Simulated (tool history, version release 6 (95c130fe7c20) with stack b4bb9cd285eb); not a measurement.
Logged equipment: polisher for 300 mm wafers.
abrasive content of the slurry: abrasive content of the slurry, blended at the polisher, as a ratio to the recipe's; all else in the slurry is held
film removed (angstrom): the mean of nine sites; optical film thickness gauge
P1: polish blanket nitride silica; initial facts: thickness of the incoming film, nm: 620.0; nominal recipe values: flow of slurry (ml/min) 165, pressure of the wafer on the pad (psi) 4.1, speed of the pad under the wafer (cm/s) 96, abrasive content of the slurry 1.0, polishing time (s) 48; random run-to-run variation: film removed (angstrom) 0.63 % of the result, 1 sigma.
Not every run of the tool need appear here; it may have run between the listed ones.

| run | day | flow of slurry (ml/min) | pressure of the wafer on the pad (psi) | speed of the pad under the wafer (cm/s) | abrasive content of the slurry | polishing time (s) | wafers polished on this pad | hours since the slurry nozzle was cleaned | hours since the head pressure was calibrated | hours since the slurry blender was calibrated | hours since the conditioning disc was replaced | film removed (angstrom) |
|---|---|---|---|---|---|---|---|---|---|---|---|---|
| 1 | 0.138 | 165 | 4.1 | 96 | 1.0 | 48 | 445 | 107.2 | 982.5 | 85.8 | 88.8 | 291.76 |
| 2 | 0.333 | 250 | 4.1 | 96 | 1.0 | 32 | 498 | 111.9 | 987.2 | 90.5 | 93.5 | 203.29 |
| 3 | 0.521 | 100 | 4.1 | 96 | 1.0 | 48 | 549 | 116.4 | 991.7 | 95.0 | 98.0 | 264.86 |
| 4 | 0.788 | 165 | 4.1 | 96 | 0.7 | 48 | 621 | 122.8 | 998.1 | 101.4 | 104.4 | 242.42 |
| 5 | 0.908 | 165 | 4.1 | 96 | 1.0 | 48 | 653 | 125.7 | 1001.0 | 104.3 | 107.3 | 287.65 |
| 6 | 1.088 | 165 | 4.1 | 96 | 1.0 | 48 | 702 | 130.0 | 1005.3 | 108.6 | 111.6 | 289.58 |
| 7 | 1.262 | 165 | 4.1 | 96 | 0.7 | 64 | 749 | 134.2 | 1009.5 | 112.8 | 115.8 | 319.84 |
| 8 | 1.475 | 165 | 4.1 | 96 | 1.0 | 48 | 807 | 139.3 | 1014.6 | 117.9 | 120.9 | 285.82 |
| 9 | 1.596 | 165 | 4.1 | 96 | 1.0 | 48 | 839 | 142.2 | 1017.5 | 120.8 | 123.8 | 290.51 |
| 10 | 1.800 | 165 | 4.1 | 96 | 1.5 | 48 | 895 | 147.1 | 1022.4 | 125.7 | 128.7 | 340.80 |
| 11 | 1.971 | 165 | 4.1 | 96 | 1.0 | 48 | 941 | 151.2 | 1026.5 | 129.8 | 132.8 | 290.03 |
| 12 | 2.108 | 165 | 2.6 | 96 | 1.0 | 48 | 978 | 154.5 | 1029.8 | 133.1 | 136.1 | 183.04 |
|  | 2.321 | conditioning disc replaced and pad reconditioned |
| 13 | 2.358 | 250 | 4.1 | 96 | 1.0 | 48 | 1046 | 160.5 | 1035.8 | 139.1 | 1.0 | 304.07 |
| 14 | 2.571 | 165 | 6.2 | 96 | 1.0 | 48 | 1103 | 165.6 | 1040.9 | 144.2 | 6.1 | 443.12 |

Expected results for the next run?
| 15 | 2.704 | 165 | 4.1 | 66 | 1.0 | 48 | 1139 | 168.8 | 1044.1 | 147.4 | 9.3 | ? |

Run 15 yielded film removed (angstrom) 212.79.
